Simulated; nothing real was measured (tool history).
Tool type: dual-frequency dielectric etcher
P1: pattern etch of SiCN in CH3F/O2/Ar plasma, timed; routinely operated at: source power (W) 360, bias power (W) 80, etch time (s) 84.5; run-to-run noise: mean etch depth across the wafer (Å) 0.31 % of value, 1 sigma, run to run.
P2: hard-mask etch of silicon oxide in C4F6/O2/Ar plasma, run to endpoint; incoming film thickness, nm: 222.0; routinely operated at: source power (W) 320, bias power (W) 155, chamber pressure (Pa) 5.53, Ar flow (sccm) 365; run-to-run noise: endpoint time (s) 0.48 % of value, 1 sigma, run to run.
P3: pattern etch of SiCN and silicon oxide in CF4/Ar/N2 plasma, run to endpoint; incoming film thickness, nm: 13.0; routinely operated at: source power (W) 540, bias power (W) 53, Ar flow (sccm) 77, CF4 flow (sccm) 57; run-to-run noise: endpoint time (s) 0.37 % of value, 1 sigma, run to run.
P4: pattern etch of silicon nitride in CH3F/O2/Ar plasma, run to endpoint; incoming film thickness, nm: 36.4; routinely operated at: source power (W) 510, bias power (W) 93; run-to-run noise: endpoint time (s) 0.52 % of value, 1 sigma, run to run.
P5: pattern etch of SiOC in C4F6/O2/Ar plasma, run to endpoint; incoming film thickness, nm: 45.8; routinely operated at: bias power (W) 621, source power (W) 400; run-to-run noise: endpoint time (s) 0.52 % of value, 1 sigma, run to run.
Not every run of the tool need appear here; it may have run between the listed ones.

run    day  process that ran  source power (W)  bias power (W)  etch time (s)  Ar flow (sccm)  CF4 flow (sccm)  chamber pressure (Pa)  mean etch depth across the wafer (Å)  endpoint time (s)
  1    0.3                P1               360              80           84.5                                                                                        313.23
  2  0.479                P1               360              80           84.5                                                                                        312.43
  3   0.65                P1               360              80            124                                                                                        458.89
  4  0.833                P3               650              53                             77               57                                                                          11.601
  5  1.071                P5               400             621                                                                                                                          14.381
  6  1.258                P5               400             415                                                                                                                          16.492
  7  1.492                P3               540              53                             57               57                                                                          13.077
  8  1.646                P1               360              80           84.5                                                                                        313.73
  9   1.85                P2               320             193                            365                                    5.53                                                   77.341
 10  2.025                P1               360              80           62.5                                                                                         230.6
 11  2.254                P2               320             155                            365                                    5.53                                                   82.918
 12  2.508                P4               700              93                                                                                                                          40.939
 13  2.762                P4               510              93                                                                                                                           45.19
 14  3.033                P5               300             621                                                                                                                           15.98
 15  3.262                P1               360              57           84.5                                                                                        278.01
 16  3.458                P1               430             104           84.5                                                                                         369.3
 17  3.675                P2               320             155                            365                                    6.87                                                   85.031
 18  3.958                P2               320             155                            477                                    5.53                                                   85.374
 19  4.154                P1               360              80           84.5                                                                                        312.89
 20  4.408                P1               360             106           84.5                                                                                        346.19
 21  4.588                P1               210              80           84.5                                                                                         255.8
 22  4.788                P1               360              80           84.5                                                                                        311.32
 23  4.946                P3               540              53                             77               57                                                                          13.765
 24  5.225                P4               510              70                                                                                                                          50.621
 25  5.404                P3               540              73                             77               57                                                                          12.395
 26  5.629                P5               400             621                                                                                                                          14.213
 27  5.929                P3               540              53                             77               37                                                                          14.837
 28  6.183                P1               470              80           84.5                                                                                        346.34
 29  6.412                P2               240             155                            365                                    5.53                                                   93.211
 30  6.542                P1               360              80           84.5                                                                                        313.27
 31  6.842                P1               360              80           84.5                                                                                        311.21
 32  7.121                P1               360              80           84.5                                                                                        308.13
 33  7.254                P1               360              80           84.5                                                                                        309.01
     7.504  -- wet clean of the chamber
 34  7.554                P1               360              80           84.5                                                                                        308.34
 35  7.783                P1               360              80           84.5                                                                                        307.26
 36  8.079                P1               360              80           84.5                                                                                        310.17
 37  8.308                P1               360              80           84.5                                                                                        305.35
 38  8.496                P1               360              80           84.5                                                                                        307.35
 39    8.7                P1               360              80           84.5                                                                                        308.15

P1 has crept away from where it was. The log is fitted equally well by each of these 2 causes, at the sizes shown:
A: bias power that arrives under what is set, % = 4.21
B: source power that arrives under what is set, % = 4.1
The process output started creeping at around day 6.542.
Every other cause this tool's parts could produce, and why it does not fit the log:
chamber walls in a state that lowers the etch rate, %: serviced after onset, at day 7.504, with no recovery of the prior output

Each of the check runs listed below is run on 2 wafers and reports their average, with the results left as question marks. Pick the one under which the possible causes would lead to clearly different results.
check 1  8.904                P5               400             621                                                                                                                               ?
check 2  8.904                P3               540              53                             77               57                                                                               ?
check 3  8.904                P2               320             155                            365                                    5.53                                                        ?
check 4  8.904                P4               510              93                                                                                                                               ?

What every check run would give for each of its results, assuming each possible cause in turn:
  check             result    if A    if B
check 1  endpoint time (s)  14.516  14.499
check 2  endpoint time (s)  13.922  14.264
check 3  endpoint time (s)  84.081  84.339
check 4  endpoint time (s)  46.273  46.295
Minimum pairwise separation of causes per check, each pair taken at its best-separating result: check 1 0.12 %; check 2 2.43 %; check 3 0.31 %; check 4 0.05 %
Of the check runs offered, only check 2 discriminates between the causes; the rest would read about the same regardless of which cause applies.

After running check 2, the following was obtained: endpoint time (s) 13.972. Which cause does this point to?

It is A: bias power that arrives under what is set, %.
